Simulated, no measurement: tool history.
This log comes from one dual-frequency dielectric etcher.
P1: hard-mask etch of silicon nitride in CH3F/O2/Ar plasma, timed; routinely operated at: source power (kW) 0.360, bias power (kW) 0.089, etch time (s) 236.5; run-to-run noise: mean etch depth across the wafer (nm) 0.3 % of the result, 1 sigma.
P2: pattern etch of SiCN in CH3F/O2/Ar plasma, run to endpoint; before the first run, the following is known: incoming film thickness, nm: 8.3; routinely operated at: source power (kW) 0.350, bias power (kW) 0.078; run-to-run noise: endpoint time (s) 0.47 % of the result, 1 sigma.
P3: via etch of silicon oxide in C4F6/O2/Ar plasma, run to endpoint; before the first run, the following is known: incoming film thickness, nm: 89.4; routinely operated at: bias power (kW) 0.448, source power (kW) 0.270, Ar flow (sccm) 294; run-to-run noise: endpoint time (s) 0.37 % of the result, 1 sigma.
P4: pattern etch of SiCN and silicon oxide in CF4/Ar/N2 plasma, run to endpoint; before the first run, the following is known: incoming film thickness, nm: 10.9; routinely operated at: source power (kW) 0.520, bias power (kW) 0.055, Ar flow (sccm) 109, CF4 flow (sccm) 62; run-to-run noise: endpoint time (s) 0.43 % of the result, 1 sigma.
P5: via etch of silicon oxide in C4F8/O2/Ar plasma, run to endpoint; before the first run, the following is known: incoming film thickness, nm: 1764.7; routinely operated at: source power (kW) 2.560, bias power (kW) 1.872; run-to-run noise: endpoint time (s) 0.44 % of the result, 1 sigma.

run,day,process that ran,source power (kW),bias power (kW),etch time (s),Ar flow (sccm),CF4 flow (sccm),hours since the last wet clean,hours since the last source power generator calibration,hours since the last bias power generator calibration,mean etch depth across the wafer (nm),endpoint time (s)
1,0.275,P1,0.360,0.089,236.5,,,408.0,2436.3,2822.4,168.640,
2,0.525,P3,0.270,0.448,,294,,414.0,2442.3,2828.4,,24.295
3,0.750,P3,0.270,0.448,,294,,419.4,2447.7,2833.8,,24.244
4,1.150,P5,2.560,1.872,,,,429.0,2457.3,2843.4,,314.110
5,1.371,P4,0.520,0.055,,109,62,434.3,2462.6,2848.7,,12.657
6,1.583,P1,0.360,0.089,236.5,,,439.4,2467.7,2853.8,168.980,
7,1.950,P4,0.520,0.033,,109,62,448.2,2476.5,2862.6,,14.826
8,2.192,P2,0.430,0.078,,,,454.0,2482.3,2868.4,,21.601
9,2.517,P5,3.580,1.872,,,,461.8,2490.1,2876.2,,274.810
10,2.946,P2,0.350,0.078,,,,472.1,2500.4,2886.5,,23.251
11,3.162,P1,0.360,0.110,236.5,,,477.3,2505.6,2891.7,182.180,
12,3.550,P4,0.390,0.055,,109,62,486.6,2514.9,2901.0,,16.310
13,3.850,P1,0.360,0.089,236.5,,,493.8,2522.1,2908.2,169.350,
14,4.262,P3,0.270,0.319,,294,,503.7,2532.0,2918.1,,27.651
15,4.471,P4,0.520,0.055,,109,43,508.7,2537.0,2923.1,,13.587
16,4.725,P3,0.270,0.448,,401,,514.8,2543.1,2929.2,,25.206
17,4.992,P1,0.470,0.089,236.5,,,521.2,2549.5,2935.6,186.290,
18,5.296,P1,0.360,0.089,236.5,,,528.5,2556.8,2942.9,169.480,
19,5.542,P5,2.560,2.612,,,,534.4,2562.7,2948.8,,287.150
20,5.833,P4,0.520,0.055,,109,62,541.4,2569.7,2955.8,,12.648
21,6.171,P1,0.360,0.060,236.5,,,549.5,2577.8,2963.9,146.980,
22,6.608,P3,0.330,0.448,,294,,560.0,2588.3,2974.4,,22.529
23,6.888,P1,0.360,0.089,139.5,,,566.7,2595.0,2981.1,99.969,
24,7.225,P2,0.350,0.110,,,,574.8,2603.1,2989.2,,20.352
25,7.429,P2,0.350,0.078,,,,579.7,2608.0,2994.1,,23.402
26,7.717,P1,0.360,0.089,356.0,,,586.6,2614.9,3001.0,252.740,

The next listed run, before its measurement:
27,7.996,P1,0.490,0.064,236.5,,,593.3,2621.6,3007.7,?,

{"run 27": {"mean etch depth across the wafer (nm)": 168.88}}

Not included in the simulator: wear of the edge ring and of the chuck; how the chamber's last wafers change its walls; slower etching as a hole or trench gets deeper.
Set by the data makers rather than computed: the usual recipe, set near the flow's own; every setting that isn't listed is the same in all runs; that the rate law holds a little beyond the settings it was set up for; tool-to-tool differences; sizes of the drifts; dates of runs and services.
